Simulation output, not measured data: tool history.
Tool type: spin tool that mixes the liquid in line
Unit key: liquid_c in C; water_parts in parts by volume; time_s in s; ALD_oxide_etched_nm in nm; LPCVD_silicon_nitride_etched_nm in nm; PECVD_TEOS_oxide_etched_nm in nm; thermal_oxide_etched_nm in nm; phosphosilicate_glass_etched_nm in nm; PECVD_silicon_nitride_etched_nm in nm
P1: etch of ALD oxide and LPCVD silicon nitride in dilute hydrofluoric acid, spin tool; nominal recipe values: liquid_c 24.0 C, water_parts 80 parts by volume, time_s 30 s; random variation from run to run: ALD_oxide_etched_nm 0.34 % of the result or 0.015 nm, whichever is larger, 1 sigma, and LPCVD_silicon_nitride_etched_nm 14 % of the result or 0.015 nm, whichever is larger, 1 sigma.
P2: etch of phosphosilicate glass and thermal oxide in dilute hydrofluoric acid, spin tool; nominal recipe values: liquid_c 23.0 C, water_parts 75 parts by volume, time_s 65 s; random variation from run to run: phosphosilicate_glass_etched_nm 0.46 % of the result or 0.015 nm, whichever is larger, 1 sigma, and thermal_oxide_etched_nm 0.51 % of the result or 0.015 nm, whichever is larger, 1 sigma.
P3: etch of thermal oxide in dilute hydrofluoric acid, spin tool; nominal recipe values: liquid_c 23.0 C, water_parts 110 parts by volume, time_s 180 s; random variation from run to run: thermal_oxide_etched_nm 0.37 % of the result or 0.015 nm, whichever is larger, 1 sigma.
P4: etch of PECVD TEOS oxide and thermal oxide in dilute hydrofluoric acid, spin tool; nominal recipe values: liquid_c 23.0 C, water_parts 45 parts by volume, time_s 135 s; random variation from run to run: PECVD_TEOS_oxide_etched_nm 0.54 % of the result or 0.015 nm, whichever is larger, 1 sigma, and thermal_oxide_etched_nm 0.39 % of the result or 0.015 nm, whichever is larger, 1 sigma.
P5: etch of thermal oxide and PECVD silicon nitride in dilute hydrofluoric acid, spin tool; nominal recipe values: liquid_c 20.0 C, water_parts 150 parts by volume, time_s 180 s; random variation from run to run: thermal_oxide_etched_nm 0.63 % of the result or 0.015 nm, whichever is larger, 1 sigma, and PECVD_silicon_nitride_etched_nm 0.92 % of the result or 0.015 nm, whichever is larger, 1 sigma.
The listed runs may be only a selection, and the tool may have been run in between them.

run   hour  process  liquid_c  water_parts  time_s  hours since the thermometer was replaced  hours since the hydrofluoric acid flow meter was replaced  ALD_oxide_etched_nm  LPCVD_silicon_nitride_etched_nm  PECVD_TEOS_oxide_etched_nm  thermal_oxide_etched_nm  phosphosilicate_glass_etched_nm  PECVD_silicon_nitride_etched_nm
  1   16.0       P1      24.0           80      30                                    1202.5                                                      872.3               9.4268                          0.21534
  2   23.6       P1      24.0           80      30                                    1210.1                                                      879.9               9.4582                          0.17783
  3   30.7       P4      23.0           65     135                                    1217.2                                                      887.0                                                                            37.190                   9.6144
  4   38.4       P1      24.0           80      15                                    1224.9                                                      894.7               4.7683                          0.14959
  5   47.7       P1      31.5           80      15                                    1234.2                                                      904.0               6.3571                          0.19783
  6   57.2       P1      24.0          140      30                                    1243.7                                                      913.5               5.0628                          0.14765
  7   68.4       P1      31.5           80      30                                    1254.9                                                      924.7              12.7130                          0.31103
  8   79.0       P2      23.0           75      65                                    1265.5                                                      935.3                                                                                                     4.0167                           50.901
  9   88.3       P5      20.0          150     180                                    1274.8                                                      944.6                                                                                                     4.8340                                                            2.7399
 10   95.3       P4      17.5           45     135                                    1281.8                                                      951.6                                                                            43.580                  11.2400
 11  105.6       P4      23.0           45     135                                    1292.1                                                      961.9                                                                            54.928                  14.3660
 12  114.3       P1      24.0           80      50                                    1300.8                                                      970.6              15.7480                          0.32927
 13  122.9       P1      24.0           80      30                                    1309.4                                                      979.2               9.4603                          0.24899
 14  133.5       P4      23.0           45     240                                    1320.0                                                      989.8                                                                            97.494                  25.3360
 15  146.2       P1      24.0           30      55                                    1332.7                                                     1002.5              49.1170                          1.07680
 16  160.6       P1      19.5           80      30                                    1347.1                                                     1016.9               7.8832                          0.17565
 17  171.4       P2      23.0           75     130                                    1357.9                                                     1027.7                                                                                                     8.0094                          101.800
 18  184.2       P3      23.0          110     275                                    1370.7                                                     1040.5                                                                                                    12.0290
 19  193.7       P2      23.0           75      65                                    1380.2                                                     1050.0                                                                                                     4.0171                           50.774
 20  204.9       P4      23.0           45     135                                    1391.4                                                     1061.2                                                                            55.180                  14.1950
 21  211.9       P1      24.0           80      30                                    1398.4                                                     1068.2               9.4938                          0.20072
 22  223.6       P1      24.0           80      30                                    1410.1                                                     1079.9               9.5153                          0.20886
 23  231.9       P2      23.0          105      65                                    1418.4                                                     1088.2                                                                                                     2.7782                           35.076
 24  239.1       P3      23.0          155     180                                    1425.6                                                     1095.4                                                                                                     5.3235
 25  246.4       P2      30.5           75      65                                    1432.9                                                     1102.7                                                                                                     5.3956                           68.712
 26  261.2       P1      24.0           80      30                                    1447.7                                                     1117.5               9.5112                          0.22444
 27  274.2       P3      23.0          110     180                                    1460.7                                                     1130.5                                                                                                     7.9069

Run 28, settings as shown, results not yet in. Your forecast:
 28  286.1       P5      20.0          150      90                                    1472.6                                                     1142.4                                                                                                          ?                                                                 ?

thermal_oxide_etched_nm: 2.4190 nm
PECVD_silicon_nitride_etched_nm: 1.4259 nm

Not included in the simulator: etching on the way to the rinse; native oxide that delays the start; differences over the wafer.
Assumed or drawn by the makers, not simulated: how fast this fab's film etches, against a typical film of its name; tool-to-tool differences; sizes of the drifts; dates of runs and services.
